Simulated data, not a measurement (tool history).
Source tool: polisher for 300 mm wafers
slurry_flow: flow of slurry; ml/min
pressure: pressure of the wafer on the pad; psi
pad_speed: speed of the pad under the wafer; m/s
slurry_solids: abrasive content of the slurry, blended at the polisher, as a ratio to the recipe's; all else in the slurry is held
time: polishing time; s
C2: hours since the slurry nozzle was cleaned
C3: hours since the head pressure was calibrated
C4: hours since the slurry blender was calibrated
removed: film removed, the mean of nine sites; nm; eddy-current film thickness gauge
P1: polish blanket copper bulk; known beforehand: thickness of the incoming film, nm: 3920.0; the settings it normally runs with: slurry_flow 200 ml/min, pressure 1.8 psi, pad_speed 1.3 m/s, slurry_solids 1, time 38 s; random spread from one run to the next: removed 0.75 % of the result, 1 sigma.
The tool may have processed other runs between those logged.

{"run": 1, "hour": 6.4, "slurry_flow": 200, "pressure": 1.8, "pad_speed": 1.3, "slurry_solids": 1, "time": 38, "wafers polished on this pad": 261, "C2": 254.6, "C3": 173.6, "C4": 61.8, "removed": 313.31}
{"run": 2, "hour": 17.4, "slurry_flow": 200, "pressure": 1.8, "pad_speed": 1.3, "slurry_solids": 1, "time": 26, "wafers polished on this pad": 395, "C2": 265.6, "C3": 184.6, "C4": 72.8, "removed": 210.08}
{"run": 3, "hour": 28.8, "slurry_flow": 200, "pressure": 1.3, "pad_speed": 1.3, "slurry_solids": 1, "time": 38, "wafers polished on this pad": 534, "C2": 277, "C3": 196, "C4": 84.2, "removed": 218.27}
{"run": 4, "hour": 42.0, "slurry_flow": 200, "pressure": 0.9, "pad_speed": 1.3, "slurry_solids": 0.8, "time": 38, "wafers polished on this pad": 695, "C2": 290.2, "C3": 209.2, "C4": 97.4, "removed": 145.65}
{"run": 5, "hour": 50.7, "slurry_flow": 285, "pressure": 1.8, "pad_speed": 1.3, "slurry_solids": 1, "time": 38, "wafers polished on this pad": 801, "C2": 298.9, "C3": 217.9, "C4": 106.1, "removed": 320.2}
{"run": 6, "hour": 58.7, "slurry_flow": 200, "pressure": 1.8, "pad_speed": 1.3, "slurry_solids": 1, "time": 38, "wafers polished on this pad": 899, "C2": 306.9, "C3": 225.9, "C4": 114.1, "removed": 309.05}
{"run": 7, "hour": 71.9, "slurry_flow": 120, "pressure": 1.8, "pad_speed": 1.3, "slurry_solids": 1, "time": 38, "wafers polished on this pad": 1060, "C2": 320.1, "C3": 239.1, "C4": 127.3, "removed": 279.03}
{"run": 8, "hour": 86.5, "slurry_flow": 200, "pressure": 1.8, "pad_speed": 2.02, "slurry_solids": 1, "time": 38, "wafers polished on this pad": 1239, "C2": 334.7, "C3": 253.7, "C4": 141.9, "removed": 477.41}
{"run": 9, "hour": 98.4, "slurry_flow": 200, "pressure": 2.4, "pad_speed": 1.3, "slurry_solids": 1, "time": 38, "wafers polished on this pad": 1384, "C2": 346.6, "C3": 265.6, "C4": 153.8, "removed": 409.72}
{"run": 10, "hour": 108.4, "slurry_flow": 200, "pressure": 1.8, "pad_speed": 1.3, "slurry_solids": 1.5, "time": 38, "wafers polished on this pad": 1506, "C2": 356.6, "C3": 275.6, "C4": 163.8, "removed": 336.37}
{"run": 11, "hour": 118.3, "slurry_flow": 200, "pressure": 1.8, "pad_speed": 1.3, "slurry_solids": 1, "time": 58, "wafers polished on this pad": 1627, "C2": 366.5, "C3": 285.5, "C4": 173.7, "removed": 468.27}
{"run": 12, "hour": 128.5, "slurry_flow": 200, "pressure": 1.8, "pad_speed": 1.3, "slurry_solids": 1, "time": 38, "wafers polished on this pad": 1751, "C2": 376.7, "C3": 295.7, "C4": 183.9, "removed": 309.79}
{"run": 13, "hour": 140.9, "slurry_flow": 270, "pressure": 1.8, "pad_speed": 1, "slurry_solids": 1, "time": 38, "wafers polished on this pad": 1903, "C2": 389.1, "C3": 308.1, "C4": 196.3, "removed": 243.45}
{"run": 14, "hour": 155.0, "slurry_flow": 200, "pressure": 1.8, "pad_speed": 0.9, "slurry_solids": 1, "time": 38, "wafers polished on this pad": 2075, "C2": 403.2, "C3": 322.2, "C4": 210.4, "removed": 211.27}
{"run": 15, "hour": 161.5, "slurry_flow": 200, "pressure": 1.8, "pad_speed": 1.3, "slurry_solids": 1, "time": 38, "wafers polished on this pad": 2154, "C2": 409.7, "C3": 328.7, "C4": 216.9, "removed": 306.99}

Forecast run 16:
{"run": 16, "hour": 170.4, "slurry_flow": 200, "pressure": 1.8, "pad_speed": 1.3, "slurry_solids": 0.6, "time": 38, "wafers polished on this pad": 2263, "C2": 418.6, "C3": 337.6, "C4": 225.8, "removed": "?"}

{"run 16": {"removed": 277.46}}

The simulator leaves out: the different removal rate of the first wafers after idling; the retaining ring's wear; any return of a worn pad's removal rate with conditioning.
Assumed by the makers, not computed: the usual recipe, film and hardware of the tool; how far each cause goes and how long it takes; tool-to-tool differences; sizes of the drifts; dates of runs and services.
